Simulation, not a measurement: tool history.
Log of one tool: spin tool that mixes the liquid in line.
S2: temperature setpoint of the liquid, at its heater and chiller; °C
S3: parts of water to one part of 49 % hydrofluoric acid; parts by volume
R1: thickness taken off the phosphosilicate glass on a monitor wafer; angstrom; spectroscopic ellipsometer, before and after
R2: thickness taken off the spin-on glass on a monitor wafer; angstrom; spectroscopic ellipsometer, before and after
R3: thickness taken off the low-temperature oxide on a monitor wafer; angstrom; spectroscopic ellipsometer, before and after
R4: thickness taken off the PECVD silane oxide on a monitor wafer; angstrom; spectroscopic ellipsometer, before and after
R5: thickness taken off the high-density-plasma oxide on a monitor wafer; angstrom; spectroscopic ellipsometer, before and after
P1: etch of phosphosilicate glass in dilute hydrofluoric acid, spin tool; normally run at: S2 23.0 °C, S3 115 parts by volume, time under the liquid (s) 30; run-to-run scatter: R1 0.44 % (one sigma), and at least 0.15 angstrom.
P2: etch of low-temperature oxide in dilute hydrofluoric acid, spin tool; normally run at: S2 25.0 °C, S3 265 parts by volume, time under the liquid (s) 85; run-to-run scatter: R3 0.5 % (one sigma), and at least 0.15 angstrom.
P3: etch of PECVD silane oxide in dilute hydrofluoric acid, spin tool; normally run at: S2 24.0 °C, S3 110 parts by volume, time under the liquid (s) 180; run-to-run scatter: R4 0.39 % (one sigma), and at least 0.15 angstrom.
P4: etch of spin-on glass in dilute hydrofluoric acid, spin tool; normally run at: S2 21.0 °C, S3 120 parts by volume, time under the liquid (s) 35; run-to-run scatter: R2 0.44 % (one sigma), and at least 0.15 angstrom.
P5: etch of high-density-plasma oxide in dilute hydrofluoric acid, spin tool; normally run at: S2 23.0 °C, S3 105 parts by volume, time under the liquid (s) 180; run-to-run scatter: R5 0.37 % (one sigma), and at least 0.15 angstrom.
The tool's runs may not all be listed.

Run 1, hour 10.6: process that ran P1, S2 23.0 °C, S3 115 parts by volume, time under the liquid (s) 30. Result: R1 421.02 angstrom.
Run 2, hour 25.4: process that ran P1, S2 23.0 °C, S3 115 parts by volume, time under the liquid (s) 30. Result: R1 423.43 angstrom.
Run 3, hour 37.4: process that ran P4, S2 21.0 °C, S3 120 parts by volume, time under the liquid (s) 15. Result: R2 43.345 angstrom.
Run 4, hour 46.0: process that ran P1, S2 23.0 °C, S3 115 parts by volume, time under the liquid (s) 15. Result: R1 211.57 angstrom.
Run 5, hour 62.3: process that ran P1, S2 23.0 °C, S3 115 parts by volume, time under the liquid (s) 30. Result: R1 421.40 angstrom.
Run 6, hour 70.8: process that ran P2, S2 25.0 °C, S3 265 parts by volume, time under the liquid (s) 35. Result: R3 16.492 angstrom.
Run 7, hour 84.1: process that ran P2, S2 32.5 °C, S3 265 parts by volume, time under the liquid (s) 85. Result: R3 51.489 angstrom.
Run 8, hour 100.6: process that ran P1, S2 23.0 °C, S3 200 parts by volume, time under the liquid (s) 30. Result: R1 218.68 angstrom.
At hour 102.0: hydrofluoric acid flow meter replaced.
Run 9, hour 116.3: process that ran P3, S2 24.0 °C, S3 110 parts by volume, time under the liquid (s) 70. Result: R4 158.49 angstrom.
Run 10, hour 124.5: process that ran P1, S2 23.0 °C, S3 115 parts by volume, time under the liquid (s) 30. Result: R1 420.36 angstrom.
Run 11, hour 134.3: process that ran P1, S2 23.0 °C, S3 40 parts by volume, time under the liquid (s) 45. Result: R1 2008.50 angstrom.
Run 12, hour 151.0: process that ran P5, S2 23.0 °C, S3 160 parts by volume, time under the liquid (s) 180. Result: R5 73.7050 angstrom.
Run 13, hour 164.2: process that ran P4, S2 17.0 °C, S3 120 parts by volume, time under the liquid (s) 35. Result: R2 86.439 angstrom.
Run 14, hour 180.4: process that ran P1, S2 17.0 °C, S3 115 parts by volume, time under the liquid (s) 30. Result: R1 328.25 angstrom.
Run 15, hour 193.5: process that ran P1, S2 23.0 °C, S3 70 parts by volume, time under the liquid (s) 30. Result: R1 730.61 angstrom.
Run 16, hour 206.1: process that ran P1, S2 23.0 °C, S3 115 parts by volume, time under the liquid (s) 50. Result: R1 705.13 angstrom.
Run 17, hour 216.0: process that ran P2, S2 25.0 °C, S3 265 parts by volume, time under the liquid (s) 85. Result: R3 39.602 angstrom.
Run 18, hour 230.8: process that ran P5, S2 23.0 °C, S3 105 parts by volume, time under the liquid (s) 180. Result: R5 119.5200 angstrom.
Run 19, hour 244.2: process that ran P5, S2 30.5 °C, S3 105 parts by volume, time under the liquid (s) 180. Result: R5 158.8900 angstrom.
Run 20, hour 254.8: process that ran P3, S2 24.0 °C, S3 190 parts by volume, time under the liquid (s) 180. Result: R4 215.40 angstrom.
Run 21, hour 267.8: process that ran P1, S2 23.0 °C, S3 115 parts by volume, time under the liquid (s) 30. Result: R1 419.00 angstrom.
Run 22, hour 282.0: process that ran P4, S2 21.0 °C, S3 120 parts by volume, time under the liquid (s) 35. Result: R2 101.480 angstrom.
Run 23, hour 298.5: process that ran P2, S2 25.0 °C, S3 405 parts by volume, time under the liquid (s) 85. Result: R3 22.986 angstrom.
Run 24, hour 309.9: process that ran P5, S2 23.0 °C, S3 105 parts by volume, time under the liquid (s) 15. Result: R5 9.7733 angstrom.
Run 25, hour 324.1: process that ran P1, S2 23.0 °C, S3 115 parts by volume, time under the liquid (s) 30. Result: R1 419.71 angstrom.
Run 26, hour 340.5: process that ran P1, S2 28.5 °C, S3 115 parts by volume, time under the liquid (s) 30. Result: R1 521.26 angstrom.
Run 27, hour 355.6: process that ran P1, S2 23.0 °C, S3 160 parts by volume, time under the liquid (s) 15. Result: R1 144.83 angstrom.
Run 28, hour 371.8: process that ran P3, S2 24.0 °C, S3 110 parts by volume, time under the liquid (s) 180. Result: R4 406.69 angstrom.
Run 29, hour 385.6: process that ran P3, S2 24.0 °C, S3 110 parts by volume, time under the liquid (s) 180. Result: R4 408.93 angstrom.
Run 30, hour 399.1: process that ran P1, S2 27.0 °C, S3 115 parts by volume, time under the liquid (s) 50. Result: R1 815.20 angstrom.
Run 31, hour 414.1: process that ran P3, S2 17.0 °C, S3 110 parts by volume, time under the liquid (s) 180. Result: R4 306.90 angstrom.
Run 32, hour 426.4: process that ran P4, S2 21.0 °C, S3 215 parts by volume, time under the liquid (s) 35. Result: R2 51.368 angstrom.
Run 33, hour 435.3: process that ran P1, S2 23.0 °C, S3 115 parts by volume, time under the liquid (s) 30. Result: R1 419.42 angstrom.
Run 34, hour 446.1: process that ran P1, S2 23.0 °C, S3 115 parts by volume, time under the liquid (s) 30. Result: R1 437.97 angstrom.
Run 35, hour 460.6: process that ran P1, S2 23.0 °C, S3 115 parts by volume, time under the liquid (s) 30. Result: R1 445.34 angstrom.
Run 36, hour 476.3: process that ran P1, S2 23.0 °C, S3 115 parts by volume, time under the liquid (s) 30. Result: R1 454.81 angstrom.
Run 37, hour 489.6: process that ran P1, S2 23.0 °C, S3 115 parts by volume, time under the liquid (s) 30. Result: R1 456.52 angstrom.
Run 38, hour 498.4: process that ran P1, S2 23.0 °C, S3 115 parts by volume, time under the liquid (s) 30. Result: R1 458.79 angstrom.
Run 39, hour 506.2: process that ran P1, S2 23.0 °C, S3 115 parts by volume, time under the liquid (s) 30. Result: R1 461.52 angstrom.
Run 40, hour 519.8: process that ran P1, S2 23.0 °C, S3 115 parts by volume, time under the liquid (s) 30. Result: R1 463.04 angstrom.

What P1 gives has crept away from where it was. These 2 causes fit the log equally well, each at the size given:
A: liquid hotter than its thermometer reads (K) = 2.33
B: hydrofluoric acid flow above the setpoint (%) = 8.38
The creep began at about hour 435.3.

4 check runs are offered, each on 2 wafers whose results are averaged, their results left as question marks. Which one tells the causes apart?
Run check 1, hour 533.4: process that ran P4, S2 17.5 °C, S3 120 parts by volume, time under the liquid (s) 35. Result: R2 ?.
Run check 2, hour 533.4: process that ran P2, S2 29.0 °C, S3 355 parts by volume, time under the liquid (s) 85. Result: R3 ?.
Run check 3, hour 533.4: process that ran P3, S2 17.5 °C, S3 175 parts by volume, time under the liquid (s) 180. Result: R4 ?.
Run check 4, hour 533.4: process that ran P5, S2 30.0 °C, S3 105 parts by volume, time under the liquid (s) 15. Result: R5 ?.

What each check would give under each cause:
  check  result     if A     if B
check 1      R2   96.746   96.202
check 2      R3   33.472   34.721
check 3      R4   202.94   203.11
check 4      R5  14.1790  14.2630
How far apart the two closest causes lie, in the result that separates them most: check 1 0.56 %; check 2 3.66 %; check 3 0.09 %; check 4 0.59 %
Check 2 tells the causes apart: in the others they would give nearly the same result.

Check 2 was then run and gave: R3 33.412 angstrom. Which cause is it?

It is A: liquid hotter than its thermometer reads (K).
